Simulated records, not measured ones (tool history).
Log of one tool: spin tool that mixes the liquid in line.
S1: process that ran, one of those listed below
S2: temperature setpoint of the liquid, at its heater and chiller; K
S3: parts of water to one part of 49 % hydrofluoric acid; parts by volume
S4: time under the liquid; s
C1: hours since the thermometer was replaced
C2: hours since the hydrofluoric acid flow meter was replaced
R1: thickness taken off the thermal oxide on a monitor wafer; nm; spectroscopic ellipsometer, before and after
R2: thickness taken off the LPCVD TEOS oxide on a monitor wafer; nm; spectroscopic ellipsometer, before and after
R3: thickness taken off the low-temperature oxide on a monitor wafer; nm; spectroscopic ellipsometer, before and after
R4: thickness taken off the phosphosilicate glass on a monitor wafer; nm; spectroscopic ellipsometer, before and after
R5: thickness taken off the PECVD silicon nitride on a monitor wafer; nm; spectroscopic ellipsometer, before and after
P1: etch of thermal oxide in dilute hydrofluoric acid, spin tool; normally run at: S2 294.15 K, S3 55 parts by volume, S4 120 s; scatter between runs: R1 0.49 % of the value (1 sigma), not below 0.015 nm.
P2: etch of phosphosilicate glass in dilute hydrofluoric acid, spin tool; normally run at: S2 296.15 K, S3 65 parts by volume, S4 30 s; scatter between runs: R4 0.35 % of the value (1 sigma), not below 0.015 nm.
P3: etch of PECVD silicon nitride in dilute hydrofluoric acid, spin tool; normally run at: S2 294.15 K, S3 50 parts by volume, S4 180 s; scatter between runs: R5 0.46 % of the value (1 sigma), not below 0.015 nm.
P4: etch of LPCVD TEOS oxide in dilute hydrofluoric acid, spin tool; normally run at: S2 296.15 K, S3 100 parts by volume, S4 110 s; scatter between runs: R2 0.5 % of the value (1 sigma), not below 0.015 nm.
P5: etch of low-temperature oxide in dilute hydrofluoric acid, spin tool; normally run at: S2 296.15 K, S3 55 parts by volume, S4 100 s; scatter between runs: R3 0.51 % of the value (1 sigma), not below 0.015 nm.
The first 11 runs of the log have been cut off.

| run | day | S1 | S2 | S3 | S4 | C1 | C2 | R1 | R2 | R3 | R4 | R5 |
|---|---|---|---|---|---|---|---|---|---|---|---|---|
| 12 | 4.483 | P5 | 296.15 | 55 | 100 | 1181 | 537.2 |  |  | 26.846 |  |  |
| 13 | 4.796 | P3 | 294.15 | 70 | 180 | 1188.5 | 544.7 |  |  |  |  | 6.8931 |
| 14 | 5.092 | P1 | 294.15 | 55 | 120 | 1195.6 | 551.8 | 9.885 |  |  |  |  |
| 15 | 5.433 | P1 | 294.15 | 55 | 65 | 1203.8 | 560 | 5.3176 |  |  |  |  |
| 16 | 5.733 | P1 | 294.15 | 55 | 120 | 1211 | 567.2 | 9.7617 |  |  |  |  |
| 17 | 6.158 | P1 | 294.15 | 95 | 120 | 1221.2 | 577.4 | 5.3831 |  |  |  |  |
| 18 | 6.55 | P5 | 296.15 | 55 | 100 | 1230.6 | 586.8 |  |  | 26.703 |  |  |
| 19 | 6.958 | P1 | 301.65 | 20 | 120 | 1240.4 | 596.6 | 38.763 |  |  |  |  |
| 20 | 7.475 | P5 | 296.15 | 95 | 100 | 1252.8 | 609 |  |  | 14.762 |  |  |
| 21 | 7.854 | P1 | 294.15 | 55 | 120 | 1261.9 | 618.1 | 9.6998 |  |  |  |  |
| 22 | 8.346 | P3 | 294.15 | 50 | 180 | 1273.7 | 629.9 |  |  |  |  | 9.7048 |
| 23 | 8.783 | P3 | 298.15 | 50 | 180 | 1284.2 | 640.4 |  |  |  |  | 12.567 |
| 24 | 9.012 | P2 | 296.15 | 65 | 30 | 1289.7 | 645.9 |  |  |  | 73.7 |  |
| 25 | 9.425 | P2 | 296.15 | 65 | 30 | 1299.6 | 655.8 |  |  |  | 73.676 |  |
| 26 | 9.738 | P4 | 296.15 | 165 | 110 | 1307.1 | 663.3 |  | 16.853 |  |  |  |
| 27 | 10.212 | P4 | 296.15 | 100 | 170 | 1318.5 | 674.7 |  | 46.209 |  |  |  |
| 28 | 10.692 | P1 | 294.15 | 55 | 195 | 1330 | 686.2 | 16.116 |  |  |  |  |
| 29 | 11.038 | P5 | 290.65 | 55 | 100 | 1338.3 | 694.5 |  |  | 21.332 |  |  |
| 30 | 11.379 | P1 | 294.15 | 55 | 120 | 1346.5 | 702.7 | 9.7237 |  |  |  |  |
| 31 | 11.792 | P1 | 294.15 | 55 | 120 | 1356.4 | 712.6 | 9.855 |  |  |  |  |
| 32 | 12.117 | P1 | 294.15 | 55 | 120 | 1364.2 | 720.4 | 9.5704 |  |  |  |  |
| 33 | 12.421 | P1 | 294.15 | 55 | 120 | 1371.5 | 727.7 | 9.4429 |  |  |  |  |
| 34 | 12.875 | P1 | 294.15 | 55 | 120 | 1382.4 | 738.6 | 9.3695 |  |  |  |  |
| 35 | 13.242 | P1 | 294.15 | 55 | 120 | 1391.2 | 747.4 | 9.2518 |  |  |  |  |

Run 36, settings as shown, results not yet in. Your forecast:
| 36 | 13.742 | P1 | 294.15 | 55 | 120 | 1403.2 | 759.4 | ? |  |  |  |  |

R1: 9.2395 nm
